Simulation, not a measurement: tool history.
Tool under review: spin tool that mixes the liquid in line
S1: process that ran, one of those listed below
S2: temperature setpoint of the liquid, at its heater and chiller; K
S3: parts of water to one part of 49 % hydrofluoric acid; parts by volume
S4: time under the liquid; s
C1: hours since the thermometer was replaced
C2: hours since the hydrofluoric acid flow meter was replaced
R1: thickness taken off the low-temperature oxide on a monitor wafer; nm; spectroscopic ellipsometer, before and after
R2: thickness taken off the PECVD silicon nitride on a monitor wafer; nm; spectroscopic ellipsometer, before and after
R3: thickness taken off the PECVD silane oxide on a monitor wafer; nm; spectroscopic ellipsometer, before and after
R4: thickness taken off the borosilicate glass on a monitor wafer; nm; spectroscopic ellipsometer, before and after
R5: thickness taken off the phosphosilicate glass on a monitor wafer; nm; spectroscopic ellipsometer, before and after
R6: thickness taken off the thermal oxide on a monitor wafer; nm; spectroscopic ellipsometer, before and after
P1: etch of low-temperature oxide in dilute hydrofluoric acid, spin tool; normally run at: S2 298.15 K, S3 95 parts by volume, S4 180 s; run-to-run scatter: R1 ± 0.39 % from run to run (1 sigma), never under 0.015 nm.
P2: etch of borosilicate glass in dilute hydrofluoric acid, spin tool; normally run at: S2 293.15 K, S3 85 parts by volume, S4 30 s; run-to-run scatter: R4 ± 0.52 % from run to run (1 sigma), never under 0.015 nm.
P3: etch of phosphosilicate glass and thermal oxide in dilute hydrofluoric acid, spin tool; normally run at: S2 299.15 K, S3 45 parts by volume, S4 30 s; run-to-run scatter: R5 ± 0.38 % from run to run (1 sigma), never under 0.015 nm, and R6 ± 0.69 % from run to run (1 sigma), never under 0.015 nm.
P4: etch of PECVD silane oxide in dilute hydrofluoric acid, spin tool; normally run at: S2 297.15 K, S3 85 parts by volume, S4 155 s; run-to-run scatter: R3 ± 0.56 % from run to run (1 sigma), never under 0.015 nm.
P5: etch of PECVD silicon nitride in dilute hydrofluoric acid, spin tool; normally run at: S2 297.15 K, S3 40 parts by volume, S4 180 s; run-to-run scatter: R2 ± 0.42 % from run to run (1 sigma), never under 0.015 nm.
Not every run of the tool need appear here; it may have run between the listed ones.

{"run": 1, "hour": 4.5, "S1": "P1", "S2": 298.15, "S3": 95, "S4": 180, "C1": 533.5, "C2": 1103.7, "R1": 28.45}
{"run": 2, "hour": 8.8, "S1": "P5", "S2": 297.15, "S3": 40, "S4": 180, "C1": 537.8, "C2": 1108.0, "R2": 7.7768}
{"run": 3, "hour": 14.4, "S1": "P1", "S2": 292.65, "S3": 95, "S4": 180, "C1": 543.4, "C2": 1113.6, "R1": 22.899}
{"run": 4, "hour": 19.4, "S1": "P1", "S2": 298.15, "S3": 170, "S4": 270, "C1": 548.4, "C2": 1118.6, "R1": 21.697}
{"run": 5, "hour": 24.8, "S1": "P1", "S2": 298.15, "S3": 95, "S4": 180, "C1": 553.8, "C2": 1124.0, "R1": 28.373}
{"run": 6, "hour": 32.0, "S1": "P4", "S2": 297.15, "S3": 85, "S4": 155, "C1": 561.0, "C2": 1131.2, "R3": 36.387}
{"run": 7, "hour": 38.1, "S1": "P1", "S2": 298.15, "S3": 20, "S4": 105, "C1": 567.1, "C2": 1137.3, "R1": 87.206}
{"run": 8, "hour": 42.2, "S1": "P1", "S2": 298.15, "S3": 95, "S4": 180, "C1": 571.2, "C2": 1141.4, "R1": 28.388}
{"run": 9, "hour": 47.2, "S1": "P5", "S2": 297.15, "S3": 20, "S4": 180, "C1": 576.2, "C2": 1146.4, "R2": 15.242}
{"run": 10, "hour": 53.7, "S1": "P4", "S2": 297.15, "S3": 85, "S4": 25, "C1": 582.7, "C2": 1152.9, "R3": 5.8735}
{"run": 11, "hour": 60.3, "S1": "P1", "S2": 298.15, "S3": 20, "S4": 180, "C1": 589.3, "C2": 1159.5, "R1": 148.85}
{"run": 12, "hour": 64.8, "S1": "P2", "S2": 293.15, "S3": 85, "S4": 30, "C1": 593.8, "C2": 1164.0, "R4": 14.352}
{"run": 13, "hour": 68.7, "S1": "P3", "S2": 306.65, "S3": 45, "S4": 30, "C1": 597.7, "C2": 1167.9, "R5": 79.621, "R6": 4.6686}
{"run": 14, "hour": 75.0, "S1": "P4", "S2": 297.15, "S3": 115, "S4": 155, "C1": 604.0, "C2": 1174.2, "R3": 26.201}
{"run": 15, "hour": 79.2, "S1": "P1", "S2": 298.15, "S3": 95, "S4": 60, "C1": 608.2, "C2": 1178.4, "R1": 9.433}
{"run": 16, "hour": 84.1, "S1": "P2", "S2": 293.15, "S3": 85, "S4": 15, "C1": 613.1, "C2": 1183.3, "R4": 7.1959}
{"run": 17, "hour": 89.4, "S1": "P5", "S2": 297.15, "S3": 40, "S4": 180, "C1": 618.4, "C2": 1188.6, "R2": 7.7852}
{"run": 18, "hour": 95.0, "S1": "P1", "S2": 298.15, "S3": 95, "S4": 180, "C1": 624.0, "C2": 1194.2, "R1": 28.453}
{"run": 19, "hour": 100.0, "S1": "P4", "S2": 302.15, "S3": 85, "S4": 155, "C1": 629.0, "C2": 1199.2, "R3": 44.199}
{"run": 20, "hour": 108.3, "S1": "P2", "S2": 290.15, "S3": 85, "S4": 30, "C1": 637.3, "C2": 1207.5, "R4": 12.861}
{"run": 21, "hour": 112.2, "S1": "P5", "S2": 293.15, "S3": 40, "S4": 180, "C1": 641.2, "C2": 1211.4, "R2": 5.8794}
{"run": 22, "hour": 119.7, "S1": "P1", "S2": 298.15, "S3": 95, "S4": 180, "C1": 648.7, "C2": 1218.9, "R1": 28.192}

Forecast run 23:
{"run": 23, "hour": 125.9, "S1": "P1", "S2": 298.15, "S3": 140, "S4": 180, "C1": 654.9, "C2": 1225.1, "R1": "?"}

{"run 23": {"R1": 18.22}}
